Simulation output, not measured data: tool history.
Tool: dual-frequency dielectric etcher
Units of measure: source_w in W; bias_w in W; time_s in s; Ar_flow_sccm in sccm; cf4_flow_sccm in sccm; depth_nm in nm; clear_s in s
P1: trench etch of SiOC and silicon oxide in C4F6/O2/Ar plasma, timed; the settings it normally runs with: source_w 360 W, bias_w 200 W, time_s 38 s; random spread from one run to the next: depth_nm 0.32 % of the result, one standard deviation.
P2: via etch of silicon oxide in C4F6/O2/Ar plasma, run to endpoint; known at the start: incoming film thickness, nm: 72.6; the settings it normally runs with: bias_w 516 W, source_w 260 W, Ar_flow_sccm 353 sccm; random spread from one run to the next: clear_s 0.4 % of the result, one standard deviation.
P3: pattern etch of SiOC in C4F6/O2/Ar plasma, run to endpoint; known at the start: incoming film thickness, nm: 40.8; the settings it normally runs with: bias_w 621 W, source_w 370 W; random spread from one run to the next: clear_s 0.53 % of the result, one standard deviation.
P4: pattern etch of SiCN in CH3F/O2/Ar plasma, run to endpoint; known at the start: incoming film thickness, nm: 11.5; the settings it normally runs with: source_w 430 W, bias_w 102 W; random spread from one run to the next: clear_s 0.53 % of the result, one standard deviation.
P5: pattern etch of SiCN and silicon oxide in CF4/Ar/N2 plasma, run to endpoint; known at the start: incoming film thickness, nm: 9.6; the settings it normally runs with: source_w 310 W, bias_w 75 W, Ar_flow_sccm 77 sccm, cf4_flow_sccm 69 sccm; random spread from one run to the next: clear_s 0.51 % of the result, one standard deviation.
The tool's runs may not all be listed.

{"run": 1, "hour": 8.9, "process": "P1", "source_w": 360, "bias_w": 200, "time_s": 38, "depth_nm": 72.361}
{"run": 2, "hour": 19.6, "process": "P5", "source_w": 310, "bias_w": 75, "Ar_flow_sccm": 77, "cf4_flow_sccm": 69, "clear_s": 14.411}
{"run": 3, "hour": 27.0, "process": "P1", "source_w": 280, "bias_w": 200, "time_s": 38, "depth_nm": 65.757}
{"run": 4, "hour": 39.0, "process": "P3", "source_w": 370, "bias_w": 380, "clear_s": 15.662}
{"run": 5, "hour": 51.7, "process": "P5", "source_w": 310, "bias_w": 75, "Ar_flow_sccm": 49, "cf4_flow_sccm": 69, "clear_s": 13.627}
{"run": 6, "hour": 63.0, "process": "P1", "source_w": 360, "bias_w": 200, "time_s": 38, "depth_nm": 72.413}
{"run": 7, "hour": 71.9, "process": "P1", "source_w": 360, "bias_w": 200, "time_s": 38, "depth_nm": 72.586}
{"run": 8, "hour": 85.1, "process": "P3", "source_w": 240, "bias_w": 621, "clear_s": 15.308}
{"run": 9, "hour": 98.4, "process": "P1", "source_w": 360, "bias_w": 200, "time_s": 54, "depth_nm": 102.82}
{"run": 10, "hour": 108.8, "process": "P2", "source_w": 260, "bias_w": 309, "Ar_flow_sccm": 353, "clear_s": 22.646}
{"run": 11, "hour": 115.3, "process": "P1", "source_w": 360, "bias_w": 200, "time_s": 38, "depth_nm": 72.145}
{"run": 12, "hour": 124.1, "process": "P4", "source_w": 430, "bias_w": 142, "clear_s": 22.392}
{"run": 13, "hour": 135.8, "process": "P4", "source_w": 250, "bias_w": 102, "clear_s": 31.465}
{"run": 14, "hour": 143.2, "process": "P1", "source_w": 430, "bias_w": 200, "time_s": 38, "depth_nm": 77.01}
{"run": 15, "hour": 153.1, "process": "P1", "source_w": 360, "bias_w": 200, "time_s": 38, "depth_nm": 72.399}
{"run": 16, "hour": 162.6, "process": "P2", "source_w": 260, "bias_w": 516, "Ar_flow_sccm": 425, "clear_s": 19.034}
{"run": 17, "hour": 174.6, "process": "P1", "source_w": 360, "bias_w": 281, "time_s": 38, "depth_nm": 80.985}
{"run": 18, "hour": 186.8, "process": "P1", "source_w": 360, "bias_w": 279, "time_s": 22.5, "depth_nm": 47.79}
{"run": 19, "hour": 195.6, "process": "P5", "source_w": 420, "bias_w": 75, "Ar_flow_sccm": 77, "cf4_flow_sccm": 69, "clear_s": 11.118}
{"run": 20, "hour": 201.9, "process": "P5", "source_w": 310, "bias_w": 75, "Ar_flow_sccm": 77, "cf4_flow_sccm": 96, "clear_s": 13.838}
{"run": 21, "hour": 215.4, "process": "P5", "source_w": 310, "bias_w": 93, "Ar_flow_sccm": 77, "cf4_flow_sccm": 69, "clear_s": 13.407}
{"run": 22, "hour": 223.9, "process": "P4", "source_w": 430, "bias_w": 102, "clear_s": 25.594}
{"run": 23, "hour": 230.6, "process": "P4", "source_w": 430, "bias_w": 102, "clear_s": 25.885}
{"run": 24, "hour": 243.1, "process": "P1", "source_w": 360, "bias_w": 123, "time_s": 52.5, "depth_nm": 85.578}
{"run": 25, "hour": 254.9, "process": "P2", "source_w": 260, "bias_w": 516, "Ar_flow_sccm": 353, "clear_s": 18.798}
{"run": 26, "hour": 262.6, "process": "P5", "source_w": 310, "bias_w": 75, "Ar_flow_sccm": 77, "cf4_flow_sccm": 69, "clear_s": 14.538}
{"run": 27, "hour": 271.2, "process": "P2", "source_w": 350, "bias_w": 516, "Ar_flow_sccm": 353, "clear_s": 16.846}
{"run": 28, "hour": 281.7, "process": "P1", "source_w": 360, "bias_w": 149, "time_s": 38, "depth_nm": 65.847}
{"hour": 283.2, "done": "source power generator calibrated"}
{"run": 29, "hour": 292.1, "process": "P1", "source_w": 360, "bias_w": 200, "time_s": 27.5, "depth_nm": 52.39}
{"run": 30, "hour": 303.9, "process": "P2", "source_w": 260, "bias_w": 516, "Ar_flow_sccm": 353, "clear_s": 18.64}
{"run": 31, "hour": 317.2, "process": "P3", "source_w": 370, "bias_w": 621, "clear_s": 13.153}
{"run": 32, "hour": 325.2, "process": "P1", "source_w": 360, "bias_w": 200, "time_s": 38, "depth_nm": 72.618}
{"run": 33, "hour": 335.3, "process": "P1", "source_w": 360, "bias_w": 200, "time_s": 38, "depth_nm": 71.86}
{"run": 34, "hour": 344.5, "process": "P1", "source_w": 360, "bias_w": 200, "time_s": 38, "depth_nm": 71.2}
{"run": 35, "hour": 356.5, "process": "P1", "source_w": 360, "bias_w": 200, "time_s": 38, "depth_nm": 71.068}
{"hour": 360.1, "done": "wet clean of the chamber"}
{"run": 36, "hour": 366.1, "process": "P1", "source_w": 360, "bias_w": 200, "time_s": 38, "depth_nm": 71.136}
{"run": 37, "hour": 373.8, "process": "P1", "source_w": 360, "bias_w": 200, "time_s": 38, "depth_nm": 71.169}
{"run": 38, "hour": 380.9, "process": "P1", "source_w": 360, "bias_w": 200, "time_s": 38, "depth_nm": 71.112}
{"run": 39, "hour": 388.5, "process": "P1", "source_w": 360, "bias_w": 200, "time_s": 38, "depth_nm": 71.345}
{"run": 40, "hour": 398.3, "process": "P1", "source_w": 360, "bias_w": 200, "time_s": 38, "depth_nm": 71.215}
{"run": 41, "hour": 407.8, "process": "P1", "source_w": 360, "bias_w": 200, "time_s": 38, "depth_nm": 70.738}

What P1 gives has crept off from where it sat before. The 2 causes that follow fit the log equally well, each at the size noted:
A: bias power that arrives under what is set, % = 4.75
B: source power that arrives under what is set, % = 4.01
The process output started creeping at around hour 325.2.
Each remaining cause and why it is not a fit:
chamber walls in a state that lowers the etch rate, %: its service at hour 360.1 followed the start of the drift and did not put the process back to its old value

4 check runs are offered, each on 3 wafers whose results are averaged, their results left as question marks. Which one tells the causes apart?
{"run": "check 1", "hour": 417.3, "process": "P4", "source_w": 260, "bias_w": 141, "clear_s": "?"}
{"run": "check 2", "hour": 417.3, "process": "P5", "source_w": 310, "bias_w": 75, "Ar_flow_sccm": 50, "cf4_flow_sccm": 69, "clear_s": "?"}
{"run": "check 3", "hour": 417.3, "process": "P3", "source_w": 260, "bias_w": 621, "clear_s": "?"}
{"run": "check 4", "hour": 417.3, "process": "P2", "source_w": 350, "bias_w": 350, "Ar_flow_sccm": 353, "clear_s": "?"}

Expected result of each check under each candidate cause:
check=check_1 result=clear_s if_A=27.786 if_B=27.648
check=check_2 result=clear_s if_A=13.966 if_B=14.26
check=check_3 result=clear_s if_A=15.155 if_B=15.092
check=check_4 result=clear_s if_A=19.71 if_B=19.671
Distance between the nearest two causes, measured in the result of the check that separates them most: check 1 0.5 %; check 2 2.08 %; check 3 0.42 %; check 4 0.2 %
Check 2 is the one run that separates the causes; every other check would come out nearly the same whichever cause is at work.

After running check 2, the following was obtained: clear_s 14.267 s. Which cause does this point to?

The correct cause is B, namely: source power that arrives under what is set, %.

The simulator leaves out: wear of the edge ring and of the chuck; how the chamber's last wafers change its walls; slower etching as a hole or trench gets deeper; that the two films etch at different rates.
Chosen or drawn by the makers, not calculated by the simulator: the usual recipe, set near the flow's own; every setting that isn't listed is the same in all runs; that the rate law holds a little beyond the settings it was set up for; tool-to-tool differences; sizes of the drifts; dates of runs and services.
